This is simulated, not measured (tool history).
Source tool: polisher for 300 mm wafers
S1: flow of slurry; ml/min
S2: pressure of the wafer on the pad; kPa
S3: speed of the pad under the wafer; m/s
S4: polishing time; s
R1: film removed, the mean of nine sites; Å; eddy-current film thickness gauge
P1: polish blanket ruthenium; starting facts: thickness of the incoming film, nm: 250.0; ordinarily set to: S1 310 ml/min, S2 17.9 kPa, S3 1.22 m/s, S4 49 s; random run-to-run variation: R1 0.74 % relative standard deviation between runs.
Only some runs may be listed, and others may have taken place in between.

run 1 day=0.229 | S1=310 S2=17.9 S3=1.22 S4=49 | R1=1085.3
run 2 day=0.504 | S1=185 S2=17.9 S3=1.22 S4=49 | R1=1030.4
run 3 day=0.858 | S1=310 S2=17.9 S3=0.92 S4=35 | R1=575.68
run 4 day=1.329 | S1=310 S2=24.8 S3=1.22 S4=66 | R1=2023.5
run 5 day=1.592 | S1=380 S2=17.9 S3=0.58 S4=49 | R1=519.94
run 6 day=1.954 | S1=310 S2=8.3 S3=1.22 S4=49 | R1=500.14
run 7 day=2.412 | S1=310 S2=17.9 S3=1.22 S4=25 | R1=557.72
run 8 day=2.867 | S1=310 S2=17.9 S3=1.22 S4=49 | R1=1075.2
run 9 day=3.329 | S1=310 S2=25.5 S3=1.22 S4=49 | R1=1531.5
run 10 day=3.717 | S1=310 S2=17.9 S3=1.22 S4=49 | R1=1067.6
run 11 day=4.175 | S1=310 S2=17.9 S3=1.22 S4=49 | R1=1075.8
run 12 day=4.521 | S1=310 S2=17.9 S3=1.84 S4=49 | R1=1632.4
run 13 day=4.833 | S1=310 S2=17.9 S3=0.72 S4=49 | R1=645.62
run 14 day=5.229 | S1=430 S2=17.9 S3=1.22 S4=49 | R1=1090.1
run 15 day=5.542 | S1=310 S2=17.9 S3=1.22 S4=49 | R1=1079.7
run 16 day=6.033 | S1=310 S2=17.9 S3=1.22 S4=61 | R1=1345.9
run 17 day=6.312 | S1=310 S2=17.9 S3=1.22 S4=49 | R1=1086.6
run 18 day=6.529 | S1=310 S2=17.9 S3=1.22 S4=49 | R1=1070.3
run 19 day=7.021 | S1=310 S2=17.9 S3=1.22 S4=49 | R1=1074.4
run 20 day=7.467 | S1=310 S2=17.9 S3=1.22 S4=49 | R1=1059.2
run 21 day=7.8 | S1=310 S2=17.9 S3=1.22 S4=49 | R1=1053.1
run 22 day=8.108 | S1=310 S2=17.9 S3=1.22 S4=49 | R1=1041.2
run 23 day=8.575 | S1=310 S2=17.9 S3=1.22 S4=49 | R1=1031.8
run 24 day=8.821 | S1=310 S2=17.9 S3=1.22 S4=49 | R1=1037.3
-- day=9.046 head pressure recalibrated
run 25 day=9.271 | S1=310 S2=17.9 S3=1.22 S4=49 | R1=1033.1
run 26 day=9.654 | S1=310 S2=17.9 S3=1.22 S4=49 | R1=1030.7
run 27 day=9.958 | S1=310 S2=17.9 S3=1.22 S4=49 | R1=1029
run 28 day=10.425 | S1=310 S2=17.9 S3=1.22 S4=49 | R1=1020.4
run 29 day=10.696 | S1=310 S2=17.9 S3=1.22 S4=49 | R1=1027.9
run 30 day=11.1 | S1=310 S2=17.9 S3=1.22 S4=49 | R1=1032

The log shows P1 creeping away from where it was. Any of the 2 causes listed here, at the size stated for it, fits the log just as well as the others:
A: removal rate lost through wear of the pad, % = 5.41
B: slurry flow missing at the pad, % = 39.2
Creep in the process output first set in at about day 7.021.
Other possible causes, and why each is ruled out:
head's pressure below its setpoint, %: serviced at day 9.046, after the drift had started, without restoring the earlier output

Each of the check runs listed below is run on 3 wafers and reports their average, with the results left as question marks. Pick the one under which the possible causes would lead to clearly different results.
run check 1 day=11.504 | S1=375 S2=17.9 S3=1.22 S4=26 | R1=?
run check 2 day=11.504 | S1=310 S2=9.7 S3=1.22 S4=49 | R1=?
run check 3 day=11.504 | S1=185 S2=17.9 S3=0.84 S4=49 | R1=?
run check 4 day=11.504 | S1=310 S2=17.9 S3=1.68 S4=49 | R1=?

Outcome of each check run for each possible cause:
check=check_1 result=R1 if_A=550.35 if_B=555.51
check=check_2 result=R1 if_A=550.09 if_B=550.15
check=check_3 result=R1 if_A=663.66 if_B=641.25
check=check_4 result=R1 if_A=1406.8 if_B=1406.9
How far apart the two closest causes lie, in the result that separates them most: check 1 0.93 %; check 2 0.01 %; check 3 3.43 %; check 4 0.01 %
The causes can be told apart only by check 3. The other checks would give nearly the same results under each of them.

Here is what check 3 returned: R1 665.86 Å. Which cause is it?

It was cause A: removal rate lost through wear of the pad, %.

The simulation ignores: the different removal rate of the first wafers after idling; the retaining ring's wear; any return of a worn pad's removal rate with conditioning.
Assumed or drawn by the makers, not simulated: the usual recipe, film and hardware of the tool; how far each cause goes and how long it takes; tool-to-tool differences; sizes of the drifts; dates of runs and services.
